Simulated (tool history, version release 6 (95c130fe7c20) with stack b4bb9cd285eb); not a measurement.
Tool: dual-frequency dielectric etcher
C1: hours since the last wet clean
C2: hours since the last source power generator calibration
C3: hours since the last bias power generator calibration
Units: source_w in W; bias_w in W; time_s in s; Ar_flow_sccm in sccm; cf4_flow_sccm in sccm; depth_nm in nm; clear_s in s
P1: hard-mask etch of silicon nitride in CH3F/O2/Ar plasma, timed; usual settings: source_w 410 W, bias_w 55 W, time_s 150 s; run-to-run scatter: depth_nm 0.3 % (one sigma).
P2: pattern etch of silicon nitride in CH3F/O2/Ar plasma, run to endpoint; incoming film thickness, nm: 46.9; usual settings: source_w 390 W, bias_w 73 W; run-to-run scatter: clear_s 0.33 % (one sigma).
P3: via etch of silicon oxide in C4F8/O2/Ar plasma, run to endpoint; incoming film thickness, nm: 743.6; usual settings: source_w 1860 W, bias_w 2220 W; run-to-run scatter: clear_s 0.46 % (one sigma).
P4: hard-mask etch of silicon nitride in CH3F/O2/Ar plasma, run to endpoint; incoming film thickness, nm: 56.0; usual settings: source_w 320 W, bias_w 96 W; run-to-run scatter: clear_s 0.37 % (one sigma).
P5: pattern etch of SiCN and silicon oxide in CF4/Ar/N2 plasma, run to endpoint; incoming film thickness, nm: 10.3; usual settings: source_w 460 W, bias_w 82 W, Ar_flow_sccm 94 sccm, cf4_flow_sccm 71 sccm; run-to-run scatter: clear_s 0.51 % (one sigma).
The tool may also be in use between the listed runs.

{"run": 1, "hour": 4.3, "process": "P1", "source_w": 410, "bias_w": 55, "time_s": 150, "C1": 371.6, "C2": 679.7, "C3": 2712.1, "depth_nm": 90.761}
{"run": 2, "hour": 7.0, "process": "P1", "source_w": 410, "bias_w": 55, "time_s": 150, "C1": 374.3, "C2": 682.4, "C3": 2714.8, "depth_nm": 91.057}
{"run": 3, "hour": 11.1, "process": "P5", "source_w": 460, "bias_w": 82, "Ar_flow_sccm": 119, "cf4_flow_sccm": 71, "C1": 378.4, "C2": 686.5, "C3": 2718.9, "clear_s": 11.712}
{"run": 4, "hour": 15.1, "process": "P1", "source_w": 410, "bias_w": 55, "time_s": 150, "C1": 382.4, "C2": 690.5, "C3": 2722.9, "depth_nm": 91.217}
{"run": 5, "hour": 17.6, "process": "P2", "source_w": 390, "bias_w": 100, "C1": 384.9, "C2": 693, "C3": 2725.4, "clear_s": 62.012}
{"run": 6, "hour": 20.8, "process": "P1", "source_w": 410, "bias_w": 73, "time_s": 150, "C1": 388.1, "C2": 696.2, "C3": 2728.6, "depth_nm": 100.37}
{"run": 7, "hour": 26.1, "process": "P1", "source_w": 410, "bias_w": 55, "time_s": 82.5, "C1": 393.4, "C2": 701.5, "C3": 2733.9, "depth_nm": 49.757}
{"run": 8, "hour": 29.7, "process": "P2", "source_w": 390, "bias_w": 73, "C1": 397, "C2": 705.1, "C3": 2737.5, "clear_s": 69.044}
{"run": 9, "hour": 32.9, "process": "P1", "source_w": 270, "bias_w": 55, "time_s": 150, "C1": 400.2, "C2": 708.3, "C3": 2740.7, "depth_nm": 77.826}
{"run": 10, "hour": 37.9, "process": "P4", "source_w": 320, "bias_w": 96, "C1": 405.2, "C2": 713.3, "C3": 2745.7, "clear_s": 77.233}
{"run": 11, "hour": 43.4, "process": "P1", "source_w": 410, "bias_w": 55, "time_s": 187, "C1": 410.7, "C2": 718.8, "C3": 2751.2, "depth_nm": 113.13}
{"run": 12, "hour": 47.2, "process": "P4", "source_w": 320, "bias_w": 125, "C1": 414.5, "C2": 722.6, "C3": 2755, "clear_s": 70.022}
{"run": 13, "hour": 49.7, "process": "P1", "source_w": 520, "bias_w": 55, "time_s": 150, "C1": 417, "C2": 725.1, "C3": 2757.5, "depth_nm": 100.25}
{"run": 14, "hour": 53.0, "process": "P5", "source_w": 460, "bias_w": 82, "Ar_flow_sccm": 94, "cf4_flow_sccm": 71, "C1": 420.3, "C2": 728.4, "C3": 2760.8, "clear_s": 11.211}
{"run": 15, "hour": 56.5, "process": "P4", "source_w": 200, "bias_w": 96, "C1": 423.8, "C2": 731.9, "C3": 2764.3, "clear_s": 91.691}
{"run": 16, "hour": 59.0, "process": "P3", "source_w": 2540, "bias_w": 2220, "C1": 426.3, "C2": 734.4, "C3": 2766.8, "clear_s": 126.34}
{"run": 17, "hour": 63.3, "process": "P5", "source_w": 620, "bias_w": 82, "Ar_flow_sccm": 94, "cf4_flow_sccm": 71, "C1": 430.6, "C2": 738.7, "C3": 2771.1, "clear_s": 8.6263}
{"run": 18, "hour": 66.2, "process": "P5", "source_w": 460, "bias_w": 53, "Ar_flow_sccm": 94, "cf4_flow_sccm": 71, "C1": 433.5, "C2": 741.6, "C3": 2774, "clear_s": 12.936}
{"run": 19, "hour": 71.5, "process": "P2", "source_w": 490, "bias_w": 73, "C1": 438.8, "C2": 746.9, "C3": 2779.3, "clear_s": 62.471}
{"run": 20, "hour": 76.5, "process": "P1", "source_w": 510, "bias_w": 55, "time_s": 112, "C1": 443.8, "C2": 751.9, "C3": 2784.3, "depth_nm": 74.253}
{"run": 21, "hour": 81.2, "process": "P3", "source_w": 1860, "bias_w": 1301, "C1": 448.5, "C2": 756.6, "C3": 2789, "clear_s": 165.28}
{"run": 22, "hour": 86.4, "process": "P3", "source_w": 1860, "bias_w": 2220, "C1": 453.7, "C2": 761.8, "C3": 2794.2, "clear_s": 142.99}
{"run": 23, "hour": 91.9, "process": "P1", "source_w": 410, "bias_w": 55, "time_s": 150, "C1": 459.2, "C2": 767.3, "C3": 2799.7, "depth_nm": 91.457}
{"run": 24, "hour": 94.5, "process": "P1", "source_w": 410, "bias_w": 67, "time_s": 82.5, "C1": 461.8, "C2": 769.9, "C3": 2802.3, "depth_nm": 53.544}
{"run": 25, "hour": 100.2, "process": "P5", "source_w": 460, "bias_w": 82, "Ar_flow_sccm": 94, "cf4_flow_sccm": 51, "C1": 467.5, "C2": 775.6, "C3": 2808, "clear_s": 11.891}
{"run": 26, "hour": 104.4, "process": "P1", "source_w": 410, "bias_w": 43, "time_s": 150, "C1": 471.7, "C2": 779.8, "C3": 2812.2, "depth_nm": 84.772}
{"run": 27, "hour": 109.2, "process": "P2", "source_w": 390, "bias_w": 73, "C1": 476.5, "C2": 784.6, "C3": 2817, "clear_s": 68.549}
{"run": 28, "hour": 113.9, "process": "P1", "source_w": 410, "bias_w": 55, "time_s": 150, "C1": 481.2, "C2": 789.3, "C3": 2821.7, "depth_nm": 91.09}
{"run": 29, "hour": 119.2, "process": "P1", "source_w": 410, "bias_w": 55, "time_s": 150, "C1": 486.5, "C2": 794.6, "C3": 2827, "depth_nm": 92.254}
{"run": 30, "hour": 122.5, "process": "P1", "source_w": 410, "bias_w": 55, "time_s": 150, "C1": 489.8, "C2": 797.9, "C3": 2830.3, "depth_nm": 92.386}
{"run": 31, "hour": 127.5, "process": "P1", "source_w": 410, "bias_w": 55, "time_s": 150, "C1": 494.8, "C2": 802.9, "C3": 2835.3, "depth_nm": 92.012}
{"run": 32, "hour": 131.6, "process": "P1", "source_w": 410, "bias_w": 55, "time_s": 150, "C1": 498.9, "C2": 807, "C3": 2839.4, "depth_nm": 92.404}
{"run": 33, "hour": 136.6, "process": "P1", "source_w": 410, "bias_w": 55, "time_s": 150, "C1": 503.9, "C2": 812, "C3": 2844.4, "depth_nm": 92.84}
{"hour": 138.5, "done": "wet clean of the chamber"}
{"run": 34, "hour": 139.5, "process": "P1", "source_w": 410, "bias_w": 55, "time_s": 150, "C1": 1.1, "C2": 814.9, "C3": 2847.3, "depth_nm": 92.487}
{"run": 35, "hour": 142.0, "process": "P1", "source_w": 410, "bias_w": 55, "time_s": 150, "C1": 3.6, "C2": 817.4, "C3": 2849.8, "depth_nm": 92.775}

Run 36 comes next. What will it give?
{"run": 36, "hour": 145.4, "process": "P1", "source_w": 410, "bias_w": 55, "time_s": 150, "C1": 7, "C2": 820.8, "C3": 2853.2, "depth_nm": "?"}

Run 36 gave depth_nm 92.243 nm.
